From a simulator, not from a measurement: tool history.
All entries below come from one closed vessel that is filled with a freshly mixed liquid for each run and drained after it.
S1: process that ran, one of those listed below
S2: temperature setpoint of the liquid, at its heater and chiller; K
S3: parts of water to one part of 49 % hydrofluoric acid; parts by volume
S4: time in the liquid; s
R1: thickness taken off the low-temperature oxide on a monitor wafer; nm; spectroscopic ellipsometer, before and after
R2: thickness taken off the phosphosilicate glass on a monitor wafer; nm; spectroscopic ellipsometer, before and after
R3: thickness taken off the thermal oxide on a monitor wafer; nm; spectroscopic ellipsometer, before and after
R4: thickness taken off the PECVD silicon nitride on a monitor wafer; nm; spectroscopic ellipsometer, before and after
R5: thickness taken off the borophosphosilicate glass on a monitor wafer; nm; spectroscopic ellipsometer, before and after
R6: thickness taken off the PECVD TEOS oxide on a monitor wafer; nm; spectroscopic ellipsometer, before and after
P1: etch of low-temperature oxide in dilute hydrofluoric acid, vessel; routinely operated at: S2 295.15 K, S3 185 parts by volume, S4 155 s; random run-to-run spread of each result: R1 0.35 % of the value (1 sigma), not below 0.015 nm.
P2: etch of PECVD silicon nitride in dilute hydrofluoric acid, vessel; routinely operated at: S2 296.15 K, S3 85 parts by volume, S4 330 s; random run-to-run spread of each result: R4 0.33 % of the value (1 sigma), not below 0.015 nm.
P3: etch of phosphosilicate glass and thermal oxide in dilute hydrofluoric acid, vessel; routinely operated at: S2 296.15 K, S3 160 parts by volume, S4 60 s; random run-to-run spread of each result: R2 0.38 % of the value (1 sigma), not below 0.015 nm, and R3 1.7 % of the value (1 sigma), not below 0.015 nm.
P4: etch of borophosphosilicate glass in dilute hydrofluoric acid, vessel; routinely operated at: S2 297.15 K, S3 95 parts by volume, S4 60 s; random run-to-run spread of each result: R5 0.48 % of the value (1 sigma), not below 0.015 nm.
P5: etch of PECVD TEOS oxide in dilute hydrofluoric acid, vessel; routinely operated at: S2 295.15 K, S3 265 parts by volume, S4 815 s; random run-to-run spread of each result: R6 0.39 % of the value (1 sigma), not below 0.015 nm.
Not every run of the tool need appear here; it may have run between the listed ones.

{"run": 1, "hour": 11.3, "S1": "P1", "S2": 295.15, "S3": 185, "S4": 155, "R1": 14.225}
{"run": 2, "hour": 17.7, "S1": "P1", "S2": 290.15, "S3": 185, "S4": 240, "R1": 17.954}
{"run": 3, "hour": 24.2, "S1": "P1", "S2": 303.15, "S3": 185, "S4": 155, "R1": 18.917}
{"run": 4, "hour": 32.4, "S1": "P3", "S2": 296.15, "S3": 160, "S4": 60, "R2": 23.987, "R3": 1.5997}
{"run": 5, "hour": 41.2, "S1": "P2", "S2": 296.15, "S3": 85, "S4": 330, "R4": 8.8227}
{"run": 6, "hour": 50.4, "S1": "P3", "S2": 296.15, "S3": 260, "S4": 60, "R2": 13.32, "R3": 0.90917}
{"run": 7, "hour": 62.0, "S1": "P1", "S2": 295.15, "S3": 185, "S4": 155, "R1": 14.134}
{"run": 8, "hour": 71.8, "S1": "P3", "S2": 296.15, "S3": 160, "S4": 35, "R2": 14.065, "R3": 0.93006}
{"run": 9, "hour": 77.0, "S1": "P4", "S2": 297.15, "S3": 30, "S4": 60, "R5": 64.759}
{"run": 10, "hour": 82.6, "S1": "P4", "S2": 297.15, "S3": 95, "S4": 110, "R5": 34.372}
{"run": 11, "hour": 92.6, "S1": "P5", "S2": 295.15, "S3": 265, "S4": 815, "R6": 20.065}
{"run": 12, "hour": 103.9, "S1": "P5", "S2": 302.15, "S3": 265, "S4": 815, "R6": 25.675}
{"run": 13, "hour": 113.8, "S1": "P1", "S2": 295.15, "S3": 185, "S4": 155, "R1": 14.182}
{"run": 14, "hour": 120.4, "S1": "P1", "S2": 291.15, "S3": 185, "S4": 155, "R1": 12.087}
{"run": 15, "hour": 129.6, "S1": "P4", "S2": 297.15, "S3": 95, "S4": 60, "R5": 18.747}
{"run": 16, "hour": 140.0, "S1": "P2", "S2": 296.15, "S3": 85, "S4": 625, "R4": 16.913}
{"run": 17, "hour": 151.3, "S1": "P1", "S2": 295.15, "S3": 185, "S4": 155, "R1": 14.103}
{"run": 18, "hour": 158.9, "S1": "P1", "S2": 295.15, "S3": 185, "S4": 80, "R1": 7.3429}
{"run": 19, "hour": 168.9, "S1": "P3", "S2": 296.15, "S3": 160, "S4": 60, "R2": 24.11, "R3": 1.5843}
{"run": 20, "hour": 177.3, "S1": "P1", "S2": 295.15, "S3": 335, "S4": 155, "R1": 6.7429}
{"run": 21, "hour": 186.7, "S1": "P1", "S2": 295.15, "S3": 105, "S4": 155, "R1": 27.244}
{"run": 22, "hour": 196.6, "S1": "P5", "S2": 295.15, "S3": 85, "S4": 815, "R6": 75.833}
{"run": 23, "hour": 208.2, "S1": "P1", "S2": 295.15, "S3": 185, "S4": 285, "R1": 25.942}
{"run": 24, "hour": 215.8, "S1": "P2", "S2": 302.15, "S3": 85, "S4": 330, "R4": 13.18}
{"run": 25, "hour": 221.2, "S1": "P1", "S2": 301.65, "S3": 320, "S4": 155, "R1": 8.9243}
{"run": 26, "hour": 228.8, "S1": "P2", "S2": 296.15, "S3": 115, "S4": 330, "R4": 6.6507}
{"run": 27, "hour": 240.3, "S1": "P4", "S2": 291.15, "S3": 95, "S4": 60, "R5": 14.654}
{"run": 28, "hour": 249.9, "S1": "P1", "S2": 295.15, "S3": 185, "S4": 155, "R1": 14.094}
{"run": 29, "hour": 258.3, "S1": "P4", "S2": 297.15, "S3": 95, "S4": 60, "R5": 18.659}
{"run": 30, "hour": 264.2, "S1": "P5", "S2": 295.15, "S3": 265, "S4": 425, "R6": 10.495}
{"run": 31, "hour": 270.3, "S1": "P1", "S2": 295.15, "S3": 185, "S4": 155, "R1": 14.186}
{"run": 32, "hour": 280.1, "S1": "P5", "S2": 295.15, "S3": 265, "S4": 815, "R6": 20.127}
{"run": 33, "hour": 288.3, "S1": "P1", "S2": 299.15, "S3": 185, "S4": 30, "R1": 3.1549}
{"run": 34, "hour": 296.0, "S1": "P3", "S2": 304.15, "S3": 160, "S4": 60, "R2": 32.246, "R3": 2.161}
{"run": 35, "hour": 303.4, "S1": "P1", "S2": 295.15, "S3": 185, "S4": 155, "R1": 14.192}
{"run": 36, "hour": 308.5, "S1": "P1", "S2": 295.15, "S3": 185, "S4": 155, "R1": 14.425}
{"run": 37, "hour": 313.8, "S1": "P1", "S2": 295.15, "S3": 185, "S4": 155, "R1": 14.461}
{"run": 38, "hour": 324.6, "S1": "P1", "S2": 295.15, "S3": 185, "S4": 155, "R1": 14.824}
{"run": 39, "hour": 331.7, "S1": "P1", "S2": 295.15, "S3": 185, "S4": 155, "R1": 14.779}
{"run": 40, "hour": 337.5, "S1": "P1", "S2": 295.15, "S3": 185, "S4": 155, "R1": 14.993}
{"run": 41, "hour": 345.1, "S1": "P1", "S2": 295.15, "S3": 185, "S4": 155, "R1": 14.997}
{"run": 42, "hour": 352.1, "S1": "P1", "S2": 295.15, "S3": 185, "S4": 155, "R1": 14.956}
{"run": 43, "hour": 360.7, "S1": "P1", "S2": 295.15, "S3": 185, "S4": 155, "R1": 14.944}
{"run": 44, "hour": 371.4, "S1": "P1", "S2": 295.15, "S3": 185, "S4": 155, "R1": 14.987}

P1 no longer gives what it gave before; its output has crept away from where it was. The following 2 causes, each at its listed size, fit the log equally well:
A: hydrofluoric acid flow above the setpoint (%) = 5.31
B: liquid hotter than its thermometer reads (K) = 1.63
At approximately hour 303.4, the process output began to creep.

Question marks stand in for the results of the 4 check runs listed below, each run on one wafer. Under which run would the listed causes show clearly different results?
{"run": "check 1", "hour": 382.1, "S1": "P2", "S2": 296.15, "S3": 85, "S4": 330, "R4": "?"}
{"run": "check 2", "hour": 382.1, "S1": "P4", "S2": 297.15, "S3": 95, "S4": 60, "R5": "?"}
{"run": "check 3", "hour": 382.1, "S1": "P5", "S2": 295.15, "S3": 265, "S4": 815, "R6": "?"}
{"run": "check 4", "hour": 382.1, "S1": "P3", "S2": 296.15, "S3": 160, "S4": 60, "R2": "?", "R3": "?"}

What every check run would give for each of its results, assuming each possible cause in turn:
check=check_1 result=R4 if_A=9.3645 if_B=9.9176
check=check_2 result=R5 if_A=19.869 if_B=20.001
check=check_3 result=R6 if_A=21.414 if_B=21.285
check=check_4 result=R2 if_A=25.567 if_B=25.601
check=check_4 result=R3 if_A=1.70340 if_B=1.70560
Separation of the two closest causes in each check, using whichever result separates them best: check 1 5.74 %; check 2 0.67 %; check 3 0.6 %; check 4 0.13 %
Only in check 1 would the causes give clearly different results; in the remaining checks their results would be nearly the same.

Check 1 was then run and gave: R4 9.3818 nm. Which cause is it?

The correct cause is A, namely: hydrofluoric acid flow above the setpoint (%).
